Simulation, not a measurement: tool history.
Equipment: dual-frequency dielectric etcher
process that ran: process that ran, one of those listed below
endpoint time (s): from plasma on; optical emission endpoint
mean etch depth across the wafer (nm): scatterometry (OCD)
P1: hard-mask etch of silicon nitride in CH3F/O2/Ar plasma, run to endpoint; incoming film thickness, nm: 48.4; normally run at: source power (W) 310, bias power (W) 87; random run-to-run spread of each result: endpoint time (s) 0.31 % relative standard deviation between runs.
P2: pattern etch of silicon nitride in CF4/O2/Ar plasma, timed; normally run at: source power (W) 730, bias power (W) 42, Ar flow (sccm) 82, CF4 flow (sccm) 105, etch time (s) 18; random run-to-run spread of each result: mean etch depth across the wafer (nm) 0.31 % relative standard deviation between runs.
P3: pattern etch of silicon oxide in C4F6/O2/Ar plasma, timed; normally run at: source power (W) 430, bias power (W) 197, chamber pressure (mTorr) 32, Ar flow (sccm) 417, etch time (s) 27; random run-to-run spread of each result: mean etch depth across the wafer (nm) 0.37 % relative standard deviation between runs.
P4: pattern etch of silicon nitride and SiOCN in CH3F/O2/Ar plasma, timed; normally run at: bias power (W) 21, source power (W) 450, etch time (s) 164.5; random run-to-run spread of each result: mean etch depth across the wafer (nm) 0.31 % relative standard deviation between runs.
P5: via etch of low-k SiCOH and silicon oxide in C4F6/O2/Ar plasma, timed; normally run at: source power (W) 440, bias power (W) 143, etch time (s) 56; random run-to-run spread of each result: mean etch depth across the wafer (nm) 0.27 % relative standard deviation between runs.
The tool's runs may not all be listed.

| run | day | process that ran | source power (W) | bias power (W) | etch time (s) | Ar flow (sccm) | CF4 flow (sccm) | chamber pressure (mTorr) | hours since the last wet clean | hours since the last source power generator calibration | hours since the last bias power generator calibration | endpoint time (s) | mean etch depth across the wafer (nm) |
|---|---|---|---|---|---|---|---|---|---|---|---|---|---|
| 1 | 0.383 | P1 | 310 | 87 |  |  |  |  | 128.2 | 1233.9 | 1179.8 | 72.713 |  |
| 2 | 0.838 | P5 | 440 | 143 | 56 |  |  |  | 139.1 | 1244.8 | 1190.7 |  | 142.81 |
| 3 | 1.108 | P1 | 310 | 87 |  |  |  |  | 145.6 | 1251.3 | 1197.2 | 72.528 |  |
| 4 | 1.575 | P5 | 440 | 143 | 33.5 |  |  |  | 156.8 | 1262.5 | 1208.4 |  | 84.959 |
| 5 | 1.883 | P1 | 390 | 64 |  |  |  |  | 164.2 | 1269.9 | 1215.8 | 73.808 |  |
| 6 | 2.188 | P1 | 310 | 87 |  |  |  |  | 171.5 | 1277.2 | 1223.1 | 72.324 |  |
| 7 | 2.575 | P2 | 730 | 34 | 18 | 82 | 105 |  | 180.8 | 1286.5 | 1232.4 |  | 43.103 |
| 8 | 2.808 | P2 | 730 | 42 | 18 | 82 | 124 |  | 186.4 | 1292.1 | 1238 |  | 47.027 |
| 9 | 3.104 | P3 | 430 | 197 | 27 | 417 |  | 39 | 193.5 | 1299.2 | 1245.1 |  | 89.226 |
| 10 | 3.55 | P4 | 450 | 21 | 164.5 |  |  |  | 204.2 | 1309.9 | 1255.8 |  | 22.368 |
| 11 | 3.992 | P3 | 330 | 197 | 27 | 417 |  | 32 | 214.8 | 1320.5 | 1266.4 |  | 81.658 |
| 12 | 4.5 | P2 | 730 | 42 | 11.5 | 82 | 105 |  | 227 | 1332.7 | 1278.6 |  | 29.544 |
| 13 | 4.85 | P1 | 250 | 87 |  |  |  |  | 235.4 | 1341.1 | 1287 | 78.422 |  |
| 14 | 5.108 | P2 | 730 | 42 | 18 | 82 | 105 |  | 241.6 | 1347.3 | 1293.2 |  | 46.293 |
| 15 | 5.546 | P1 | 310 | 69 |  |  |  |  | 252.1 | 1357.8 | 1303.7 | 78.155 |  |
| 16 | 5.875 | P4 | 280 | 21 | 164.5 |  |  |  | 260 | 1365.7 | 1311.6 |  | 19.044 |
| 17 | 6.283 | P4 | 450 | 21 | 164.5 |  |  |  | 269.8 | 1375.5 | 1321.4 |  | 22.335 |
| 18 | 6.767 | P3 | 430 | 197 | 27 | 417 |  | 32 | 281.4 | 1387.1 | 1333 |  | 90.599 |
| 19 | 7.238 | P1 | 310 | 87 |  |  |  |  | 292.7 | 1398.4 | 1344.3 | 71.828 |  |
| 20 | 7.625 | P1 | 410 | 87 |  |  |  |  | 302 | 1407.7 | 1353.6 | 65.224 |  |
| 21 | 8.121 | P4 | 450 | 15 | 164.5 |  |  |  | 313.9 | 1419.6 | 1365.5 |  | 19.369 |
| 22 | 8.558 | P1 | 310 | 87 |  |  |  |  | 324.4 | 1430.1 | 1376 | 72.082 |  |
| 23 | 8.854 | P1 | 310 | 87 |  |  |  |  | 331.5 | 1437.2 | 1383.1 | 71.833 |  |
| 24 | 9.162 | P5 | 600 | 143 | 56 |  |  |  | 338.9 | 1444.6 | 1390.5 |  | 161.03 |
| 25 | 9.662 | P4 | 450 | 21 | 125 |  |  |  | 350.9 | 1456.6 | 1402.5 |  | 17.003 |
| 26 | 9.975 | P1 | 310 | 114 |  |  |  |  | 358.4 | 1464.1 | 1410 | 65.442 |  |
| 27 | 10.283 | P3 | 430 | 197 | 27 | 315 |  | 32 | 365.8 | 1471.5 | 1417.4 |  | 93.993 |
| 28 | 10.642 | P3 | 430 | 130 | 27 | 417 |  | 32 | 374.4 | 1480.1 | 1426 |  | 80.183 |
| 29 | 10.979 | P5 | 440 | 143 | 56 |  |  |  | 382.5 | 1488.2 | 1434.1 |  | 142.66 |
| 30 | 11.217 | P2 | 490 | 42 | 18 | 82 | 105 |  | 388.2 | 1493.9 | 1439.8 |  | 32.543 |
| 31 | 11.504 | P5 | 440 | 110 | 56 |  |  |  | 395.1 | 1500.8 | 1446.7 |  | 132.48 |
| 32 | 11.729 | P3 | 430 | 197 | 17.5 | 417 |  | 32 | 400.5 | 1506.2 | 1452.1 |  | 59.039 |
| 33 | 11.954 | P2 | 730 | 42 | 18 | 102 | 105 |  | 405.9 | 1511.6 | 1457.5 |  | 45.007 |
| 34 | 12.242 | P1 | 310 | 87 |  |  |  |  | 412.8 | 1518.5 | 1464.4 | 72.286 |  |
| 35 | 12.667 | P1 | 310 | 87 |  |  |  |  | 423 | 1528.7 | 1474.6 | 73.421 |  |
| 36 | 12.988 | P1 | 310 | 87 |  |  |  |  | 430.7 | 1536.4 | 1482.3 | 73.649 |  |
| 37 | 13.225 | P1 | 310 | 87 |  |  |  |  | 436.4 | 1542.1 | 1488 | 73.787 |  |
|  | 13.621 | wet clean of the chamber |
| 38 | 13.704 | P1 | 310 | 87 |  |  |  |  | 2 | 1553.6 | 1499.5 | 73.398 |  |
| 39 | 14.079 | P1 | 310 | 87 |  |  |  |  | 11 | 1562.6 | 1508.5 | 73.341 |  |
| 40 | 14.367 | P1 | 310 | 87 |  |  |  |  | 17.9 | 1569.5 | 1515.4 | 73.18 |  |

P1 has crept away from where it was. The log is fitted equally well by each of these 2 causes, at the sizes shown:
A: source power that arrives under what is set, % = 4.08
B: bias power that arrives under what is set, % = 4.2
The drift started at roughly day 12.242.
All other causes, with the reason each is excluded:
chamber walls in a state that lowers the etch rate, %: was serviced at day 13.621, once the creep was under way, yet the earlier output never came back

Of the 4 check runs listed below, each run on one wafer and each result written as a question mark, which would let you distinguish the listed causes because they would give clearly different results?
| check 1 | 14.654 | P3 | 430 | 197 | 27 | 417 |  | 32 |  |  |  |  | ? |
| check 2 | 14.654 | P5 | 440 | 143 | 56 |  |  |  |  |  |  |  | ? |
| check 3 | 14.654 | P4 | 450 | 21 | 164.5 |  |  |  |  |  |  |  | ? |
| check 4 | 14.654 | P2 | 730 | 42 | 18 | 82 | 105 |  |  |  |  |  | ? |

What every check run would give for each of its results, assuming each possible cause in turn:
| check | result | if A | if B |
|---|---|---|---|
| check 1 | mean etch depth across the wafer (nm) | 89.385 | 89.606 |
| check 2 | mean etch depth across the wafer (nm) | 140.13 | 140.67 |
| check 3 | mean etch depth across the wafer (nm) | 22.003 | 21.913 |
| check 4 | mean etch depth across the wafer (nm) | 44.617 | 45.626 |
Separation of the two closest causes in each check, using whichever result separates them best: check 1 0.25 %; check 2 0.38 %; check 3 0.41 %; check 4 2.24 %
Check 4 distinguishes between the causes, while the remaining checks would return nearly the same result for all of them.

With check 4 done, the readings were: mean etch depth across the wafer (nm) 45.631. Identify which of the listed causes applies.

Of the candidate causes, it is B: bias power that arrives under what is set, %.

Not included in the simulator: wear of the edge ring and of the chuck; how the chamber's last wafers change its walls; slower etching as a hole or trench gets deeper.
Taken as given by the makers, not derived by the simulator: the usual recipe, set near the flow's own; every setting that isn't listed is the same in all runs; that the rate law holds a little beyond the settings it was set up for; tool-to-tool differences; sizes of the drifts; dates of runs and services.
